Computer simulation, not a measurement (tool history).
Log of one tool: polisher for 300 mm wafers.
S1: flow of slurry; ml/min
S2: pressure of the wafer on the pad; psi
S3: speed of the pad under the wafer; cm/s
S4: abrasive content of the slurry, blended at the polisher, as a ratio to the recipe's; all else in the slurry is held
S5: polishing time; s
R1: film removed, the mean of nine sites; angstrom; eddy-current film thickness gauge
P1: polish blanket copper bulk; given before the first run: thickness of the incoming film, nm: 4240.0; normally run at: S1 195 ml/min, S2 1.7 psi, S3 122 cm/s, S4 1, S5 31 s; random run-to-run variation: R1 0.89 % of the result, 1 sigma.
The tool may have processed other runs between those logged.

run  hour   S1   S2   S3    S4  S5      R1
  1   4.4  195  1.7  122     1  31  1792.6
  2   7.8  195  1.7  122     1  31  1826.6
  3  13.5  195  2.1  122     1  31    2242
  4    19  115  1.7  122     1  31  1665.2
       22  -- slurry blender recalibrated
  5  24.6  195  1.7  150   1.2  31  2324.3
  6  30.1  195  0.8  122     1  31  862.73
  7  34.1  195  1.7   92  0.55  31    1207
  8  39.2  250  1.7  122     1  31  1864.7
  9  43.1  285  1.7  122     1  40  2441.9
 10  48.6  195  1.7  122     1  31  1832.3
 11  53.3  195  1.7  122     1  14  811.87
 12  56.9  195  1.7  122  0.55  31  1596.5
 13  61.4  195  1.7  122     1  31  1811.9
 14  64.1  195  1.7  184     1  31  2744.4
 15  68.5  195  1.7   56     1  31  834.49
 16  71.1  195  1.7  122     1  43  2557.5
 17  73.9  195  1.7  122   1.5  31  1980.1
 18  76.7  195  1.7  122     1  31  1826.6
 19  81.2  195  1.7  122     1  31    1763
 20  83.7  195  1.7  122     1  31  1780.8
 21  87.2  195  1.7  122     1  31  1730.4
 22  90.7  195  1.7  122     1  31  1740.2
 23  94.7  195  1.7  122     1  31  1723.5

Run 24 has not been measured yet. What should we expect?
      97.1  -- slurry blender recalibrated
      98.1  -- worn pad replaced by a new one
 24  100.1  195  1.7  122   1  31   ?

{"run 24": {"R1": 1727.7}}
